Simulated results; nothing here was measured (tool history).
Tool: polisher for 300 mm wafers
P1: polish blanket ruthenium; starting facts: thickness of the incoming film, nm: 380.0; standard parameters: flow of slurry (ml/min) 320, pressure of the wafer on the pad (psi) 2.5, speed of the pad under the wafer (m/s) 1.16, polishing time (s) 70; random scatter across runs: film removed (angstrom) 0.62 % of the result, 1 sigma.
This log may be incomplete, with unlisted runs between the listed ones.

run	hour	flow of slurry (ml/min)	pressure of the wafer on the pad (psi)	speed of the pad under the wafer (m/s)	polishing time (s)	film removed (angstrom)
1	3.8	320	2.5	1.16	70	1359.9
2	8.4	320	3.9	1.16	70	2124.3
3	16	320	1.7	1.16	70	929.06
4	24.3	320	2.5	1.16	110	2129.8
5	31.3	190	2.5	1.16	70	1295.2
6	35.2	320	2.5	1.16	70	1370.2
7	42.1	320	2.5	1.16	70	1363.8
8	47.1	320	2.5	1.82	70	2144.4
9	55.3	320	2.5	0.54	70	633.72
# hour 60.8: worn pad replaced by a new one
10	61.5	320	2.5	1.16	32	619.68
11	68	320	2.5	1.16	70	1357
12	74.2	320	2.5	1.16	70	1353.6
13	78.8	495	2.5	1.16	70	1405.1
14	87.2	320	2.5	1.16	70	1369
15	90.9	320	1.1	0.78	70	401.55
16	97.9	320	2.5	1.16	70	1368.6
17	103.7	320	2.5	1.16	70	1337.8
18	110.9	320	2.5	1.16	70	1327.6
19	118.9	320	2.5	1.16	70	1322.5
20	127.4	320	2.5	1.16	70	1334
21	133.5	320	2.5	1.16	70	1326.8
22	141.6	320	2.5	1.16	70	1312.7
# hour 147.3: worn pad replaced by a new one
23	149.6	320	2.5	1.16	70	1322.7
24	153.8	320	2.5	1.16	70	1314
25	159	320	2.5	1.16	70	1319.3
26	166	320	2.5	1.16	70	1313.6

What P1 gives has crept away from where it was. These 2 causes fit the log equally well, each at the size given:
A: slurry flow missing at the pad, % = 30.5
B: head's pressure below its setpoint, % = 3.58
The process output started creeping at around hour 97.9.
Each remaining cause and why it is not a fit:
removal rate lost through wear of the pad, %: work on it at hour 147.3, done after the drift set in, did not restore what the process gave before

Which of the check runs below tells the causes apart, meaning the causes would give it clearly different results? Each run uses 5 wafers whose results are averaged, and each result is shown as a question mark.
check 1	173	320	2.5	1.78	70	?
check 2	173	320	3.5	1.16	70	?
check 3	173	320	2.5	1.16	43	?
check 4	173	190	2.5	1.16	43	?

If the cause were each of the candidates in turn, the checks would give the following:
check	result	if A	if B
check 1	film removed (angstrom)	2021.4	2021.4
check 2	film removed (angstrom)	1844.2	1844.2
check 3	film removed (angstrom)	809.2	809.2
check 4	film removed (angstrom)	747.21	764.68
Separation of the two closest causes in each check, using whichever result separates them best: check 1 0 %; check 2 0 %; check 3 0 %; check 4 2.31 %
The causes can be told apart only by check 4. The other checks would give nearly the same results under each of them.

Check 4 was then run and gave: film removed (angstrom) 768.63. Which cause is it?

It was cause B: head's pressure below its setpoint, %.

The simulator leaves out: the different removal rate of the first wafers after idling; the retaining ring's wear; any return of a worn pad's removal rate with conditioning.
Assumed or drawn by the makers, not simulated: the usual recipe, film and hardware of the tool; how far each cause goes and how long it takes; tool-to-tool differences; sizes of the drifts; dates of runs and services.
